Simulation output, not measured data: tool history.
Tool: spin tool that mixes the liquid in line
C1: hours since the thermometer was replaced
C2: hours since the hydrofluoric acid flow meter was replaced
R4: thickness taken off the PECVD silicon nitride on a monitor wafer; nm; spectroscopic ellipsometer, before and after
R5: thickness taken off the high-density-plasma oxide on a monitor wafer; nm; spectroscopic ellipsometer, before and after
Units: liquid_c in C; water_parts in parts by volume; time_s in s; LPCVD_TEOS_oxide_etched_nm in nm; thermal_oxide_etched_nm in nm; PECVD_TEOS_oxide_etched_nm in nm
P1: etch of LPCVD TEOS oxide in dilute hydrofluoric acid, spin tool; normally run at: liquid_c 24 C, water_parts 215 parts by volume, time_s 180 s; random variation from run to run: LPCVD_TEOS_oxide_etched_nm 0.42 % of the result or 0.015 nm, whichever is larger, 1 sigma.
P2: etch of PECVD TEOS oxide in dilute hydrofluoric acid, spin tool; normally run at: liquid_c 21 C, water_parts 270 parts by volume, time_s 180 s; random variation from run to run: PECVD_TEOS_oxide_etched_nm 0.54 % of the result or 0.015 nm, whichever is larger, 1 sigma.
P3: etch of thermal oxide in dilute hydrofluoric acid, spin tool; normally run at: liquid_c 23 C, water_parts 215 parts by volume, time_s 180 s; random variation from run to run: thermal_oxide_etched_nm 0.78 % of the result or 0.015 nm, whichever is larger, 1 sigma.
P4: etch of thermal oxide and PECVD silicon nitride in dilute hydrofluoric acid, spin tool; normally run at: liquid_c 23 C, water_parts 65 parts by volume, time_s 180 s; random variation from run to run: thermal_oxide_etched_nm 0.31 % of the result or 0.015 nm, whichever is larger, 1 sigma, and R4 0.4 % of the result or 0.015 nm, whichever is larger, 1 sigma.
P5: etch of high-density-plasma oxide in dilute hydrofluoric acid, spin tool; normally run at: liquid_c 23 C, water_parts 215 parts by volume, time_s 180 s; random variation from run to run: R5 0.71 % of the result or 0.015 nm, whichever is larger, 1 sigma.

{"run": 1, "hour": 10.7, "process": "P1", "liquid_c": 24, "water_parts": 215, "time_s": 180, "C1": 481.5, "C2": 402.2, "LPCVD_TEOS_oxide_etched_nm": 41.092}
{"run": 2, "hour": 26.5, "process": "P3", "liquid_c": 23, "water_parts": 215, "time_s": 325, "C1": 497.3, "C2": 418, "thermal_oxide_etched_nm": 6.0265}
{"run": 3, "hour": 39.8, "process": "P1", "liquid_c": 24, "water_parts": 215, "time_s": 180, "C1": 510.6, "C2": 431.3, "LPCVD_TEOS_oxide_etched_nm": 41.339}
{"run": 4, "hour": 48.5, "process": "P2", "liquid_c": 21, "water_parts": 270, "time_s": 180, "C1": 519.3, "C2": 440, "PECVD_TEOS_oxide_etched_nm": 10.646}
{"run": 5, "hour": 60.3, "process": "P3", "liquid_c": 23, "water_parts": 385, "time_s": 180, "C1": 531.1, "C2": 451.8, "thermal_oxide_etched_nm": 1.5623}
{"run": 6, "hour": 70.6, "process": "P4", "liquid_c": 23, "water_parts": 30, "time_s": 180, "C1": 541.4, "C2": 462.1, "thermal_oxide_etched_nm": 28.891, "R4": 12.444}
{"run": 7, "hour": 78.1, "process": "P1", "liquid_c": 24, "water_parts": 215, "time_s": 290, "C1": 548.9, "C2": 469.6, "LPCVD_TEOS_oxide_etched_nm": 66.463}
{"run": 8, "hour": 88.5, "process": "P3", "liquid_c": 23, "water_parts": 215, "time_s": 180, "C1": 559.3, "C2": 480, "thermal_oxide_etched_nm": 3.3013}
{"run": 9, "hour": 100.8, "process": "P2", "liquid_c": 21, "water_parts": 380, "time_s": 180, "C1": 571.6, "C2": 492.3, "PECVD_TEOS_oxide_etched_nm": 6.8486}
{"run": 10, "hour": 116.2, "process": "P1", "liquid_c": 24, "water_parts": 215, "time_s": 180, "C1": 587, "C2": 507.7, "LPCVD_TEOS_oxide_etched_nm": 41.387}
{"run": 11, "hour": 130.6, "process": "P2", "liquid_c": 21, "water_parts": 270, "time_s": 60, "C1": 601.4, "C2": 522.1, "PECVD_TEOS_oxide_etched_nm": 3.5331}
{"run": 12, "hour": 145.9, "process": "P5", "liquid_c": 23, "water_parts": 215, "time_s": 300, "C1": 616.7, "C2": 537.4, "R5": 6.2011}
{"run": 13, "hour": 159.2, "process": "P4", "liquid_c": 23, "water_parts": 65, "time_s": 180, "C1": 630, "C2": 550.7, "thermal_oxide_etched_nm": 12.768, "R4": 5.8944}
{"run": 14, "hour": 171.2, "process": "P2", "liquid_c": 29, "water_parts": 270, "time_s": 180, "C1": 642, "C2": 562.7, "PECVD_TEOS_oxide_etched_nm": 14.161}
{"run": 15, "hour": 187.0, "process": "P3", "liquid_c": 17, "water_parts": 215, "time_s": 180, "C1": 657.8, "C2": 578.5, "thermal_oxide_etched_nm": 2.6129}
{"run": 16, "hour": 200.2, "process": "P4", "liquid_c": 17, "water_parts": 65, "time_s": 180, "C1": 671, "C2": 591.7, "thermal_oxide_etched_nm": 9.8554, "R4": 3.9075}
{"run": 17, "hour": 209.4, "process": "P5", "liquid_c": 23, "water_parts": 215, "time_s": 180, "C1": 680.2, "C2": 600.9, "R5": 3.7309}
{"run": 18, "hour": 220.3, "process": "P1", "liquid_c": 17.5, "water_parts": 215, "time_s": 180, "C1": 691.1, "C2": 611.8, "LPCVD_TEOS_oxide_etched_nm": 32.086}
{"run": 19, "hour": 227.7, "process": "P1", "liquid_c": 24, "water_parts": 320, "time_s": 180, "C1": 698.5, "C2": 619.2, "LPCVD_TEOS_oxide_etched_nm": 24.683}
{"run": 20, "hour": 243.6, "process": "P1", "liquid_c": 24, "water_parts": 215, "time_s": 65, "C1": 714.4, "C2": 635.1, "LPCVD_TEOS_oxide_etched_nm": 14.812}
{"run": 21, "hour": 254.5, "process": "P1", "liquid_c": 29, "water_parts": 215, "time_s": 180, "C1": 725.3, "C2": 646, "LPCVD_TEOS_oxide_etched_nm": 49.34}
{"run": 22, "hour": 262.5, "process": "P1", "liquid_c": 24, "water_parts": 215, "time_s": 180, "C1": 733.3, "C2": 654, "LPCVD_TEOS_oxide_etched_nm": 40.943}
{"run": 23, "hour": 269.7, "process": "P5", "liquid_c": 23, "water_parts": 215, "time_s": 180, "C1": 740.5, "C2": 661.2, "R5": 3.6704}

Run 24 comes next. What will it give?
{"run": 24, "hour": 278.1, "process": "P5", "liquid_c": 23, "water_parts": 340, "time_s": 180, "C1": 748.9, "C2": 669.6, "R5": "?"}

R5: 2.0724 nm
